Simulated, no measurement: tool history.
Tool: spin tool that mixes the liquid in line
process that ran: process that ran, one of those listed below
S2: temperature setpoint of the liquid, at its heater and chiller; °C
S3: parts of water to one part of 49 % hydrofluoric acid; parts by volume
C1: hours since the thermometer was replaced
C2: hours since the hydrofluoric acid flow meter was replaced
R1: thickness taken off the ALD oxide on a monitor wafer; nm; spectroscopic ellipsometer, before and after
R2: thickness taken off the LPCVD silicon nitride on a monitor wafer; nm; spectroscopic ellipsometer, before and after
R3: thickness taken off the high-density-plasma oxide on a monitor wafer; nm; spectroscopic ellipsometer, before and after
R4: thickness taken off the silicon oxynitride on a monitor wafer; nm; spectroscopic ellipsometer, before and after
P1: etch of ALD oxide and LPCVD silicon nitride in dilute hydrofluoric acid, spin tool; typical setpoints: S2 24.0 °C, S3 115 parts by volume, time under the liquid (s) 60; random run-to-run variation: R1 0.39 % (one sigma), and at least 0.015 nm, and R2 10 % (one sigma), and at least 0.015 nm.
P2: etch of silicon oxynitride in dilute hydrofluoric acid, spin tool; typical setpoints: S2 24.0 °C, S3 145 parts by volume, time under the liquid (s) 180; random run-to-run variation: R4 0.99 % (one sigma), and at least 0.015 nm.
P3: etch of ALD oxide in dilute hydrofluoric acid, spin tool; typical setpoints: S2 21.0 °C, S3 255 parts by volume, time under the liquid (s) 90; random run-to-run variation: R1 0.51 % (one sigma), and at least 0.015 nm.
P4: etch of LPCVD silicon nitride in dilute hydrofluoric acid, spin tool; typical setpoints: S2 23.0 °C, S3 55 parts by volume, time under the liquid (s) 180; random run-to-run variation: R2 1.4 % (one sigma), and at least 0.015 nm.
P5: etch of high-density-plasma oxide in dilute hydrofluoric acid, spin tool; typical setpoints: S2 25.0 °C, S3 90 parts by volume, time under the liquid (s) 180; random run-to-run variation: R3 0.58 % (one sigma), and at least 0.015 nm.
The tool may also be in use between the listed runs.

{"run": 1, "day": 0.354, "process that ran": "P1", "S2": 24.0, "S3": 115, "time under the liquid (s)": 60, "C1": 1741.1, "C2": 976.6, "R1": 7.0557, "R2": 0.23446}
{"run": 2, "day": 0.929, "process that ran": "P1", "S2": 24.0, "S3": 170, "time under the liquid (s)": 60, "C1": 1754.9, "C2": 990.4, "R1": 4.4801, "R2": 0.15621}
{"run": 3, "day": 1.429, "process that ran": "P1", "S2": 31.0, "S3": 115, "time under the liquid (s)": 60, "C1": 1766.9, "C2": 1002.4, "R1": 9.2212, "R2": 0.35176}
{"run": 4, "day": 1.808, "process that ran": "P5", "S2": 25.0, "S3": 90, "time under the liquid (s)": 300, "C1": 1776.0, "C2": 1011.5, "R3": 29.554}
{"run": 5, "day": 2.288, "process that ran": "P3", "S2": 21.0, "S3": 255, "time under the liquid (s)": 90, "C1": 1787.5, "C2": 1023.0, "R1": 8.6091}
{"run": 6, "day": 2.804, "process that ran": "P2", "S2": 17.0, "S3": 145, "time under the liquid (s)": 180, "C1": 1799.9, "C2": 1035.4, "R4": 1.5244}
{"run": 7, "day": 3.146, "process that ran": "P3", "S2": 21.0, "S3": 255, "time under the liquid (s)": 40, "C1": 1808.1, "C2": 1043.6, "R1": 3.7999}
{"run": 8, "day": 3.533, "process that ran": "P5", "S2": 30.5, "S3": 90, "time under the liquid (s)": 180, "C1": 1817.4, "C2": 1052.9, "R3": 21.951}
{"run": 9, "day": 3.812, "process that ran": "P1", "S2": 24.0, "S3": 115, "time under the liquid (s)": 60, "C1": 1824.1, "C2": 1059.6, "R1": 7.0941, "R2": 0.29054}
{"run": 10, "day": 4.108, "process that ran": "P3", "S2": 21.0, "S3": 50, "time under the liquid (s)": 90, "C1": 1831.2, "C2": 1066.7, "R1": 54.432}
{"run": 11, "day": 4.429, "process that ran": "P1", "S2": 24.0, "S3": 115, "time under the liquid (s)": 15, "C1": 1838.9, "C2": 1074.4, "R1": 1.7682, "R2": 0.088627}
{"run": 12, "day": 4.679, "process that ran": "P4", "S2": 23.0, "S3": 30, "time under the liquid (s)": 180, "C1": 1844.9, "C2": 1080.4, "R2": 2.5118}
{"run": 13, "day": 5.0, "process that ran": "P3", "S2": 17.0, "S3": 255, "time under the liquid (s)": 90, "C1": 1852.6, "C2": 1088.1, "R1": 7.2991}
{"run": 14, "day": 5.292, "process that ran": "P2", "S2": 24.0, "S3": 145, "time under the liquid (s)": 180, "C1": 1859.6, "C2": 1095.1, "R4": 2.1274}
{"run": 15, "day": 5.7, "process that ran": "P2", "S2": 24.0, "S3": 145, "time under the liquid (s)": 180, "C1": 1869.4, "C2": 1104.9, "R4": 2.0883}
{"run": 16, "day": 6.196, "process that ran": "P5", "S2": 25.0, "S3": 90, "time under the liquid (s)": 180, "C1": 1881.3, "C2": 1116.8, "R3": 17.766}
{"run": 17, "day": 6.517, "process that ran": "P5", "S2": 25.0, "S3": 125, "time under the liquid (s)": 180, "C1": 1889.0, "C2": 1124.5, "R3": 12.211}
{"run": 18, "day": 6.996, "process that ran": "P2", "S2": 24.0, "S3": 210, "time under the liquid (s)": 180, "C1": 1900.5, "C2": 1136.0, "R4": 1.3408}
{"run": 19, "day": 7.521, "process that ran": "P5", "S2": 25.0, "S3": 90, "time under the liquid (s)": 180, "C1": 1913.1, "C2": 1148.6, "R3": 17.715}
{"run": 20, "day": 8.0, "process that ran": "P1", "S2": 24.0, "S3": 115, "time under the liquid (s)": 60, "C1": 1924.6, "C2": 1160.1, "R1": 6.9835, "R2": 0.27364}
{"run": 21, "day": 8.292, "process that ran": "P4", "S2": 23.0, "S3": 55, "time under the liquid (s)": 350, "C1": 1931.6, "C2": 1167.1, "R2": 2.7034}
{"run": 22, "day": 8.725, "process that ran": "P1", "S2": 24.0, "S3": 30, "time under the liquid (s)": 60, "C1": 1942.0, "C2": 1177.5, "R1": 30.111, "R2": 0.89178}
{"run": 23, "day": 9.004, "process that ran": "P4", "S2": 17.0, "S3": 55, "time under the liquid (s)": 180, "C1": 1948.7, "C2": 1184.2, "R2": 0.93225}
{"run": 24, "day": 9.408, "process that ran": "P4", "S2": 23.0, "S3": 55, "time under the liquid (s)": 180, "C1": 1958.4, "C2": 1193.9, "R2": 1.4036}
{"run": 25, "day": 9.938, "process that ran": "P1", "S2": 19.5, "S3": 115, "time under the liquid (s)": 35, "C1": 1971.1, "C2": 1206.6, "R1": 3.4464, "R2": 0.079474}
{"run": 26, "day": 10.421, "process that ran": "P1", "S2": 24.0, "S3": 115, "time under the liquid (s)": 60, "C1": 1982.7, "C2": 1218.2, "R1": 7.0694, "R2": 0.27035}
{"run": 27, "day": 10.842, "process that ran": "P1", "S2": 24.0, "S3": 115, "time under the liquid (s)": 110, "C1": 1992.8, "C2": 1228.3, "R1": 13.007, "R2": 0.55752}
{"run": 28, "day": 11.317, "process that ran": "P2", "S2": 24.0, "S3": 145, "time under the liquid (s)": 320, "C1": 2004.2, "C2": 1239.7, "R4": 3.7651}
{"run": 29, "day": 11.708, "process that ran": "P1", "S2": 24.0, "S3": 115, "time under the liquid (s)": 60, "C1": 2013.6, "C2": 1249.1, "R1": 7.0274, "R2": 0.24927}
{"run": 30, "day": 12.067, "process that ran": "P1", "S2": 17.5, "S3": 115, "time under the liquid (s)": 60, "C1": 2022.2, "C2": 1257.7, "R1": 5.3999, "R2": 0.15096}
{"run": 31, "day": 12.383, "process that ran": "P4", "S2": 23.0, "S3": 55, "time under the liquid (s)": 180, "C1": 2029.8, "C2": 1265.3, "R2": 1.4379}
{"run": 32, "day": 12.933, "process that ran": "P1", "S2": 24.0, "S3": 115, "time under the liquid (s)": 60, "C1": 2043.0, "C2": 1278.5, "R1": 7.0522, "R2": 0.18207}
{"run": 33, "day": 13.442, "process that ran": "P1", "S2": 24.0, "S3": 115, "time under the liquid (s)": 60, "C1": 2055.2, "C2": 1290.7, "R1": 7.2021, "R2": 0.24163}
{"run": 34, "day": 13.833, "process that ran": "P1", "S2": 24.0, "S3": 115, "time under the liquid (s)": 60, "C1": 2064.6, "C2": 1300.1, "R1": 7.3036, "R2": 0.22508}
{"run": 35, "day": 14.254, "process that ran": "P1", "S2": 24.0, "S3": 115, "time under the liquid (s)": 60, "C1": 2074.7, "C2": 1310.2, "R1": 7.3122, "R2": 0.24348}
{"run": 36, "day": 14.804, "process that ran": "P1", "S2": 24.0, "S3": 115, "time under the liquid (s)": 60, "C1": 2087.9, "C2": 1323.4, "R1": 7.3323, "R2": 0.25822}
{"run": 37, "day": 15.088, "process that ran": "P1", "S2": 24.0, "S3": 115, "time under the liquid (s)": 60, "C1": 2094.7, "C2": 1330.2, "R1": 7.3942, "R2": 0.25467}
{"run": 38, "day": 15.358, "process that ran": "P1", "S2": 24.0, "S3": 115, "time under the liquid (s)": 60, "C1": 2101.2, "C2": 1336.7, "R1": 7.4755, "R2": 0.28151}
{"run": 39, "day": 15.812, "process that ran": "P1", "S2": 24.0, "S3": 115, "time under the liquid (s)": 60, "C1": 2112.1, "C2": 1347.6, "R1": 7.4154, "R2": 0.26523}
{"run": 40, "day": 16.304, "process that ran": "P1", "S2": 24.0, "S3": 115, "time under the liquid (s)": 60, "C1": 2123.9, "C2": 1359.4, "R1": 7.3982, "R2": 0.2599}
{"run": 41, "day": 16.838, "process that ran": "P1", "S2": 24.0, "S3": 115, "time under the liquid (s)": 60, "C1": 2136.7, "C2": 1372.2, "R1": 7.4024, "R2": 0.26259}
{"run": 42, "day": 17.379, "process that ran": "P1", "S2": 24.0, "S3": 115, "time under the liquid (s)": 60, "C1": 2149.7, "C2": 1385.2, "R1": 7.4491, "R2": 0.293}
{"run": 43, "day": 17.646, "process that ran": "P1", "S2": 24.0, "S3": 115, "time under the liquid (s)": 60, "C1": 2156.1, "C2": 1391.6, "R1": 7.4474, "R2": 0.3002}

P1 has crept away from where it was. The log is fitted equally well by each of these 2 causes, at the sizes shown:
A: hydrofluoric acid flow above the setpoint (%) = 5.2
B: liquid hotter than its thermometer reads (K) = 1.48
The process output started creeping at around day 12.933.

4 check runs are offered, each on 5 wafers whose results are averaged, their results left as question marks. Which one tells the causes apart?
{"run": "check 1", "day": 17.912, "process that ran": "P4", "S2": 17.5, "S3": 55, "time under the liquid (s)": 345, "R2": "?"}
{"run": "check 2", "day": 17.912, "process that ran": "P2", "S2": 17.5, "S3": 210, "time under the liquid (s)": 180, "R4": "?"}
{"run": "check 3", "day": 17.912, "process that ran": "P3", "S2": 17.0, "S3": 175, "time under the liquid (s)": 90, "R1": "?"}
{"run": "check 4", "day": 17.912, "process that ran": "P5", "S2": 30.5, "S3": 90, "time under the liquid (s)": 285, "R3": "?"}

What every check run would give for each of its results, assuming each possible cause in turn:
check=check_1 result=R2 if_A=1.955500 if_B=2.065700
check=check_2 result=R4 if_A=1.0848 if_B=1.0988
check=check_3 result=R1 if_A=12.1690 if_B=12.1750
check=check_4 result=R3 if_A=36.946 if_B=36.878
Minimum pairwise separation of causes per check, each pair taken at its best-separating result: check 1 5.48 %; check 2 1.28 %; check 3 0.05 %; check 4 0.18 %
The causes can be told apart only by check 1. The other checks would give nearly the same results under each of them.

After running check 1, the following was obtained: R2 1.948800 nm. Which cause does this point to?

The correct cause is A, namely: hydrofluoric acid flow above the setpoint (%).
